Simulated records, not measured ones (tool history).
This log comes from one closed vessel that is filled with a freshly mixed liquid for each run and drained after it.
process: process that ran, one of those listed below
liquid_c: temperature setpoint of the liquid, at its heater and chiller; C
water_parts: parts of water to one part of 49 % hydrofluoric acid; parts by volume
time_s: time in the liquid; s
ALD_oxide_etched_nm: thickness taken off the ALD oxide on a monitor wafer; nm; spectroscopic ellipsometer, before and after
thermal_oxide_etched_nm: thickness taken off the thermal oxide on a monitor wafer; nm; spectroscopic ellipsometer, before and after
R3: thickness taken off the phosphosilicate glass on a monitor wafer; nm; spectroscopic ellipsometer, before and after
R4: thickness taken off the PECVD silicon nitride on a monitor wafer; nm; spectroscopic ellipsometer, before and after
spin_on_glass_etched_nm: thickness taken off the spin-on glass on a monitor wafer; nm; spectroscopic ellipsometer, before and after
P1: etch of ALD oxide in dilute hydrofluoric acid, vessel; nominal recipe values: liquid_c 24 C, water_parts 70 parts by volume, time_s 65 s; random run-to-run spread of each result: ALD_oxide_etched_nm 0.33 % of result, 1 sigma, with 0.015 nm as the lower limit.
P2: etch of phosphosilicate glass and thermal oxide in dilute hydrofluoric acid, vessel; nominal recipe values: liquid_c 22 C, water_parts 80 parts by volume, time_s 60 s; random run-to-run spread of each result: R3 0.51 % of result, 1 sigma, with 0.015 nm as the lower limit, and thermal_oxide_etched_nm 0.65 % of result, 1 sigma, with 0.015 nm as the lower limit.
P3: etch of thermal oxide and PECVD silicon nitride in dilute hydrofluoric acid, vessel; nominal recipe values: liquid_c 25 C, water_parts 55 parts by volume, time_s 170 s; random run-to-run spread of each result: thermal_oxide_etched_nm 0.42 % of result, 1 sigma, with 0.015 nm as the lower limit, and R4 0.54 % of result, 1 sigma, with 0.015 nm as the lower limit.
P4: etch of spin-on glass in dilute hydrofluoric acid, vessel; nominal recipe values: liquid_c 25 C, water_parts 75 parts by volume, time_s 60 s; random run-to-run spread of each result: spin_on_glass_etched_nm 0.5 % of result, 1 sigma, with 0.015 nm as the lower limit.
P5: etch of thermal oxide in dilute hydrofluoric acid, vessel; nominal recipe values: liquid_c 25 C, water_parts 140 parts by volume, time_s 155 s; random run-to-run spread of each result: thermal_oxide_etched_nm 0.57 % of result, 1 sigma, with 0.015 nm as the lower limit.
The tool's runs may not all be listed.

Run 1, day 0.617: process P1, liquid_c 24 C, water_parts 70 parts by volume, time_s 65 s. Result: ALD_oxide_etched_nm 16.828 nm.
Run 2, day 1.058: process P5, liquid_c 19.5 C, water_parts 140 parts by volume, time_s 155 s. Result: thermal_oxide_etched_nm 4.0762 nm.
Run 3, day 1.729: process P2, liquid_c 22 C, water_parts 45 parts by volume, time_s 60 s. Result: thermal_oxide_etched_nm 6.1959 nm, R3 141.73 nm.
Run 4, day 2.217: process P1, liquid_c 24 C, water_parts 70 parts by volume, time_s 130 s. Result: ALD_oxide_etched_nm 33.659 nm.
Run 5, day 2.517: process P3, liquid_c 25 C, water_parts 55 parts by volume, time_s 170 s. Result: thermal_oxide_etched_nm 15.805 nm, R4 11.304 nm.
Run 6, day 2.875: process P5, liquid_c 25 C, water_parts 75 parts by volume, time_s 155 s. Result: thermal_oxide_etched_nm 10.132 nm.
Run 7, day 3.304: process P1, liquid_c 17 C, water_parts 105 parts by volume, time_s 65 s. Result: ALD_oxide_etched_nm 8.1012 nm.
Run 8, day 3.717: process P1, liquid_c 24 C, water_parts 70 parts by volume, time_s 65 s. Result: ALD_oxide_etched_nm 16.747 nm.
Run 9, day 4.354: process P1, liquid_c 24 C, water_parts 70 parts by volume, time_s 65 s. Result: ALD_oxide_etched_nm 16.871 nm.
Run 10, day 5.033: process P1, liquid_c 19.5 C, water_parts 70 parts by volume, time_s 65 s. Result: ALD_oxide_etched_nm 14.035 nm.
Run 11, day 5.712: process P5, liquid_c 25 C, water_parts 140 parts by volume, time_s 155 s. Result: thermal_oxide_etched_nm 5.0103 nm.
Run 12, day 6.379: process P1, liquid_c 24 C, water_parts 70 parts by volume, time_s 65 s. Result: ALD_oxide_etched_nm 16.846 nm.
Run 13, day 6.75: process P1, liquid_c 29.5 C, water_parts 70 parts by volume, time_s 65 s. Result: ALD_oxide_etched_nm 20.878 nm.
Run 14, day 7.188: process P1, liquid_c 24 C, water_parts 120 parts by volume, time_s 65 s. Result: ALD_oxide_etched_nm 9.1994 nm.
Run 15, day 7.808: process P5, liquid_c 25 C, water_parts 140 parts by volume, time_s 315 s. Result: thermal_oxide_etched_nm 10.144 nm.
Run 16, day 8.108: process P1, liquid_c 24 C, water_parts 30 parts by volume, time_s 95 s. Result: ALD_oxide_etched_nm 60.348 nm.
Run 17, day 8.658: process P3, liquid_c 25 C, water_parts 90 parts by volume, time_s 170 s. Result: thermal_oxide_etched_nm 9.1663 nm, R4 7.0202 nm.
Run 18, day 9.125: process P2, liquid_c 22 C, water_parts 80 parts by volume, time_s 30 s. Result: thermal_oxide_etched_nm 1.716 nm, R3 37.901 nm.
Run 19, day 9.75: process P1, liquid_c 24 C, water_parts 30 parts by volume, time_s 65 s. Result: ALD_oxide_etched_nm 41.668 nm.
Run 20, day 10.421: process P4, liquid_c 25 C, water_parts 75 parts by volume, time_s 115 s. Result: spin_on_glass_etched_nm 78.768 nm.
Run 21, day 10.821: process P2, liquid_c 22 C, water_parts 80 parts by volume, time_s 60 s. Result: thermal_oxide_etched_nm 3.369 nm, R3 76.534 nm.

Run 22 is up next; what results do you expect?
Run 22, day 11.458: process P3, liquid_c 30.5 C, water_parts 55 parts by volume, time_s 170 s. Result: thermal_oxide_etched_nm ?, R4 ?.

Run 22 yielded thermal_oxide_etched_nm 19.774 nm, R4 16.264 nm.
